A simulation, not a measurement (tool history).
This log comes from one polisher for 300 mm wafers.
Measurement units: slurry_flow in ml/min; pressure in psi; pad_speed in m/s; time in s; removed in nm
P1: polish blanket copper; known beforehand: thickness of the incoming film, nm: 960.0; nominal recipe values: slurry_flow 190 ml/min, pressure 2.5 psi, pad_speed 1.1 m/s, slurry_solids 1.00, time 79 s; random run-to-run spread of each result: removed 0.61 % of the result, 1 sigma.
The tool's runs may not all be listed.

run 1 hour=4.6 | slurry_flow=190 pressure=2.5 pad_speed=1.1 slurry_solids=1.00 time=79 | removed=252.55
run 2 hour=7.8 | slurry_flow=190 pressure=2.5 pad_speed=1.1 slurry_solids=1.00 time=79 | removed=252.12
run 3 hour=10.8 | slurry_flow=275 pressure=2.5 pad_speed=1.1 slurry_solids=1.00 time=79 | removed=266.33
run 4 hour=16.3 | slurry_flow=190 pressure=2.5 pad_speed=0.5 slurry_solids=1.00 time=79 | removed=114.81
run 5 hour=21.6 | slurry_flow=190 pressure=1.4 pad_speed=1.1 slurry_solids=1.00 time=112 | removed=201.90
run 6 hour=25.0 | slurry_flow=190 pressure=2.5 pad_speed=1.1 slurry_solids=1.00 time=41 | removed=130.48
run 7 hour=27.9 | slurry_flow=190 pressure=2.5 pad_speed=1.1 slurry_solids=1.00 time=79 | removed=252.40
-- hour=29.4 slurry nozzle cleaned
run 8 hour=31.1 | slurry_flow=190 pressure=2.5 pad_speed=1.1 slurry_solids=1.00 time=79 | removed=255.40
run 9 hour=36.5 | slurry_flow=190 pressure=2.5 pad_speed=1.1 slurry_solids=1.00 time=124 | removed=402.37
run 10 hour=41.5 | slurry_flow=115 pressure=2.5 pad_speed=1.1 slurry_solids=1.00 time=79 | removed=233.68
run 11 hour=46.3 | slurry_flow=190 pressure=1.2 pad_speed=1.1 slurry_solids=1.00 time=79 | removed=123.23
run 12 hour=49.4 | slurry_flow=190 pressure=2.5 pad_speed=1.1 slurry_solids=1.35 time=79 | removed=270.45
run 13 hour=54.1 | slurry_flow=190 pressure=2.5 pad_speed=1.7 slurry_solids=1.00 time=79 | removed=390.39
run 14 hour=59.1 | slurry_flow=190 pressure=2.5 pad_speed=1.1 slurry_solids=0.70 time=79 | removed=237.43
run 15 hour=63.4 | slurry_flow=190 pressure=2.5 pad_speed=1.1 slurry_solids=1.00 time=79 | removed=255.35
run 16 hour=67.0 | slurry_flow=190 pressure=3.9 pad_speed=1.1 slurry_solids=1.00 time=79 | removed=397.75

Forecast run 17:
run 17 hour=69.4 | slurry_flow=190 pressure=2.5 pad_speed=1.1 slurry_solids=1.00 time=79 | removed=?

Run 17 produced removed 255.30 nm.
